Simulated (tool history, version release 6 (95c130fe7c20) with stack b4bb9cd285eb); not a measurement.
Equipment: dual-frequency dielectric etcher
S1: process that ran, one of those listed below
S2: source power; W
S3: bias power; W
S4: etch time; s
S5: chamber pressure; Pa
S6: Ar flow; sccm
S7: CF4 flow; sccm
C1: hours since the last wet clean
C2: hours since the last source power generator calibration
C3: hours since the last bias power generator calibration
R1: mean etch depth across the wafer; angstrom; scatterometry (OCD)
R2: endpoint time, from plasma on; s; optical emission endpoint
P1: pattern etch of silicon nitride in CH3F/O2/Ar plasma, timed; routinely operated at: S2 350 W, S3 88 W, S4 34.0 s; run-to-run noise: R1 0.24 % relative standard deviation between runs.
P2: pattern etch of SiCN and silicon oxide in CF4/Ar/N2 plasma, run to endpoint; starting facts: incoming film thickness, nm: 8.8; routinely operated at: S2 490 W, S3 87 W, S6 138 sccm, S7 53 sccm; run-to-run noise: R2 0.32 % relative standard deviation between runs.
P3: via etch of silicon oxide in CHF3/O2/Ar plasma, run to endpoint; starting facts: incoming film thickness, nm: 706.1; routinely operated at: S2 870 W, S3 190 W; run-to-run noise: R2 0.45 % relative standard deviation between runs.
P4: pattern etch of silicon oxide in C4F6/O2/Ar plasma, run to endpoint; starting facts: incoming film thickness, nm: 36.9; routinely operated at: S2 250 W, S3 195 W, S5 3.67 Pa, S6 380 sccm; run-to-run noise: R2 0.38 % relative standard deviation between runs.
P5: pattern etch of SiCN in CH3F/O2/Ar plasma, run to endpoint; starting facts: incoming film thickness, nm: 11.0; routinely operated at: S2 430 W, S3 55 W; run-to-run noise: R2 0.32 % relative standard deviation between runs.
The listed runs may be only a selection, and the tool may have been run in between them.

run,hour,S1,S2,S3,S4,S5,S6,S7,C1,C2,C3,R1,R2
1,6.7,P1,350,88,34.0,,,,196.3,1007.4,1299.3,238.45,
2,13.4,P5,430,55,,,,,203.0,1014.1,1306.0,,31.6070
3,21.2,P5,430,44,,,,,210.8,1021.9,1313.8,,33.8850
4,26.6,P4,250,195,,3.67,380,,216.2,1027.3,1319.2,,13.7940
5,33.5,P2,490,87,,,138,53,223.1,1034.2,1326.1,,9.5277
6,41.8,P3,1190,190,,,,,231.4,1042.5,1334.4,,274.0800
# hour 43.9: bias power generator calibrated
7,47.8,P2,490,87,,,138,41,237.4,1048.5,3.9,,9.8433
8,53.6,P1,350,88,34.0,,,,243.2,1054.3,9.7,240.00,
9,59.5,P3,870,190,,,,,249.1,1060.2,15.6,,309.5300
10,63.1,P3,870,190,,,,,252.7,1063.8,19.2,,311.9500
11,69.7,P1,260,88,34.0,,,,259.3,1070.4,25.8,213.14,
12,74.6,P1,350,88,34.0,,,,264.2,1075.3,30.7,239.66,
13,83.0,P1,350,88,34.0,,,,272.6,1083.7,39.1,240.63,
14,90.9,P1,420,88,34.0,,,,280.5,1091.6,47.0,256.25,
15,95.2,P5,600,55,,,,,284.8,1095.9,51.3,,27.9120
16,102.7,P1,350,88,34.0,,,,292.3,1103.4,58.8,239.30,
17,108.7,P2,490,87,,,163,53,298.3,1109.4,64.8,,9.7079
18,112.8,P4,250,272,,3.67,380,,302.4,1113.5,68.9,,12.3130
19,118.4,P3,870,152,,,,,308.0,1119.1,74.5,,333.2300
20,126.6,P1,220,123,34.0,,,,316.2,1127.3,82.7,230.07,
21,134.0,P2,490,87,,,138,53,323.6,1134.7,90.1,,9.4536
22,141.4,P4,250,195,,4.47,380,,331.0,1142.1,97.5,,14.0340
23,146.9,P1,350,88,34.0,,,,336.5,1147.6,103.0,239.29,
24,152.8,P5,430,55,,,,,342.4,1153.5,108.9,,31.4720
25,157.3,P1,350,88,18.5,,,,346.9,1158.0,113.4,130.44,
26,163.9,P2,490,63,,,138,53,353.5,1164.6,120.0,,10.7280
27,171.5,P1,350,88,34.0,,,,361.1,1172.2,127.6,239.58,
28,178.5,P1,350,115,34.0,,,,368.1,1179.2,134.6,265.70,
29,183.1,P4,250,195,,3.67,242,,372.7,1183.8,139.2,,13.0450
30,190.5,P4,310,195,,3.67,380,,380.1,1191.2,146.6,,12.6200
31,198.9,P4,250,195,,3.67,380,,388.5,1199.6,155.0,,13.7750
32,205.1,P1,350,59,34.0,,,,394.7,1205.8,161.2,208.59,
33,213.1,P1,350,88,46.0,,,,402.7,1213.8,169.2,325.49,
34,220.8,P2,580,87,,,138,53,410.4,1221.5,176.9,,8.2188
35,227.1,P1,350,88,34.0,,,,416.7,1227.8,183.2,240.59,

Run 36 comes next. What will it give?
36,232.0,P1,350,88,34.0,,,,421.6,1232.7,188.1,?,

R1: 237.15 angstrom

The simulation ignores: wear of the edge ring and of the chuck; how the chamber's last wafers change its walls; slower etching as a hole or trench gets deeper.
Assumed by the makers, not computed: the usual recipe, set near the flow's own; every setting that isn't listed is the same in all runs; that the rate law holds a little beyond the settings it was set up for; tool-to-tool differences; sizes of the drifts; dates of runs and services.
